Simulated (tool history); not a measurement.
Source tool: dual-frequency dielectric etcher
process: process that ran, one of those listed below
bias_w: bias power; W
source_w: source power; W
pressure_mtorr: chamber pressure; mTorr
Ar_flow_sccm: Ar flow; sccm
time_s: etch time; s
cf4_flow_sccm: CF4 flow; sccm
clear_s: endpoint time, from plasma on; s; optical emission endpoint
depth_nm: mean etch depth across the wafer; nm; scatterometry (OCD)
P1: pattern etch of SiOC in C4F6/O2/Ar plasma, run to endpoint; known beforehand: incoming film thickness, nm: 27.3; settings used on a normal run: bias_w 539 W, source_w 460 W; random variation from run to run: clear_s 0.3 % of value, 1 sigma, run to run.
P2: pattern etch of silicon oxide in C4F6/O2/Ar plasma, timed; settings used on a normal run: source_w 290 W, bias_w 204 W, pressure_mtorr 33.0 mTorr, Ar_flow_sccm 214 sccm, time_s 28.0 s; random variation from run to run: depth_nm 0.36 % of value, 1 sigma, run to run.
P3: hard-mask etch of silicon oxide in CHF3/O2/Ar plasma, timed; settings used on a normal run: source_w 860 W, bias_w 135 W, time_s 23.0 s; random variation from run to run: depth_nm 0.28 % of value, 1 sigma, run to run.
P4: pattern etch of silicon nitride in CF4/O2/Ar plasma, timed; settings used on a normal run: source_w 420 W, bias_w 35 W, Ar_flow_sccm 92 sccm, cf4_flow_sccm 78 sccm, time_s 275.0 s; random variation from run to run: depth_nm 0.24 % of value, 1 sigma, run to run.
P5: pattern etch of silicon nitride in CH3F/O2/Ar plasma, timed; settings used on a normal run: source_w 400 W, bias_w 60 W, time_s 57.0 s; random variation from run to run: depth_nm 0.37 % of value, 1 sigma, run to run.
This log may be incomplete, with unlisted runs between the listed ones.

run     day  process  bias_w  source_w  pressure_mtorr  Ar_flow_sccm  time_s  cf4_flow_sccm  hours since the last wet clean  hours since the last bias power generator calibration  hours since the last source power generator calibration  clear_s  depth_nm
  1   0.342       P1     539       460                                                                                292.3                                                 1032.8                                                    696.5   8.4610
  2   0.775       P2     204       290            33.0           265    28.0                                          302.7                                                 1043.2                                                    706.9             82.160
  3   1.125       P5      43       400                                  57.0                                          311.1                                                 1051.6                                                    715.3             34.591
  4   1.471       P4      35       420                            92   275.0             99                           319.4                                                 1059.9                                                    723.6            401.600
  5   1.888       P3     135       630                                  23.0                                          329.4                                                 1069.9                                                    733.6             41.488
  6   2.379       P3     191       860                                  23.0                                          341.2                                                 1081.7                                                    745.4             52.376
  7   2.821       P1     539       460                                                                                351.8                                                 1092.3                                                    756.0   8.3925
  8   3.308       P4      35       420                            92   275.0             78                           363.5                                                 1104.0                                                    767.7            387.210
  9   3.738       P1     324       560                                                                                373.8                                                 1114.3                                                    778.0   9.3931
 10   4.021       P2     204       290            33.0           214    28.0                                          380.6                                                 1121.1                                                    784.8             84.735
 11   4.500       P2     167       290            33.0           214    28.0                                          392.1                                                 1132.6                                                    796.3             78.905
 12   4.800       P2     204       290            40.5           214    28.0                                          399.3                                                 1139.8                                                    803.5             82.524
 13   5.233       P4      35       420                            92   275.0             78                           409.7                                                 1150.2                                                    813.9            387.930
 14   5.608       P4      35       520                            92   275.0             78                           418.7                                                 1159.2                                                    822.9            468.730
 15   5.967       P2     204       290            33.0           214    28.0                                          427.3                                                 1167.8                                                    831.5             84.339
 16   6.383       P4      35       420                            92   164.0             78                           437.3                                                 1177.8                                                    841.5            231.570
 17   6.704       P3     135       860                                  23.0                                          445.0                                                 1185.5                                                    849.2             46.898
 18   7.096       P2     204       290            33.0           214    20.0                                          454.4                                                 1194.9                                                    858.6             60.367
 19   7.304       P1     539       460                                                                                459.4                                                 1199.9                                                    863.6   8.4186
 20   7.742       P5      60       400                                  57.0                                          469.9                                                 1210.4                                                    874.1             38.549
 21   8.079       P5      60       240                                  57.0                                          478.0                                                 1218.5                                                    882.2             31.533
 22   8.296       P3     135       860                                  17.0                                          483.2                                                 1223.7                                                    887.4             34.857
 23   8.592       P4      25       420                            92   275.0             78                           490.3                                                 1230.8                                                    894.5            348.160
 24   8.958       P5      60       400                                  57.0                                          499.1                                                 1239.6                                                    903.3             38.578
 25   9.283       P1     670       460                                                                                506.9                                                 1247.4                                                    911.1   7.7482
 26   9.758       P1     419       460                                                                                518.3                                                 1258.8                                                    922.5   9.1579
 27  10.125       P5      60       400                                  75.5                                          527.1                                                 1267.6                                                    931.3             50.960
 28  10.496       P1     539       580                                                                                536.0                                                 1276.5                                                    940.2   7.7118
 29  10.750       P4      35       420                            54   275.0             78                           542.1                                                 1282.6                                                    946.3            416.220
 30  11.050       P1     539       370                                                                                549.3                                                 1289.8                                                    953.5   9.1282

Run 31, settings as shown, results not yet in. Your forecast:
 31  11.525       P2     204       370            33.0           214    28.0                                          560.7                                                 1301.2                                                    964.9                  ?

depth_nm: 92.056 nm
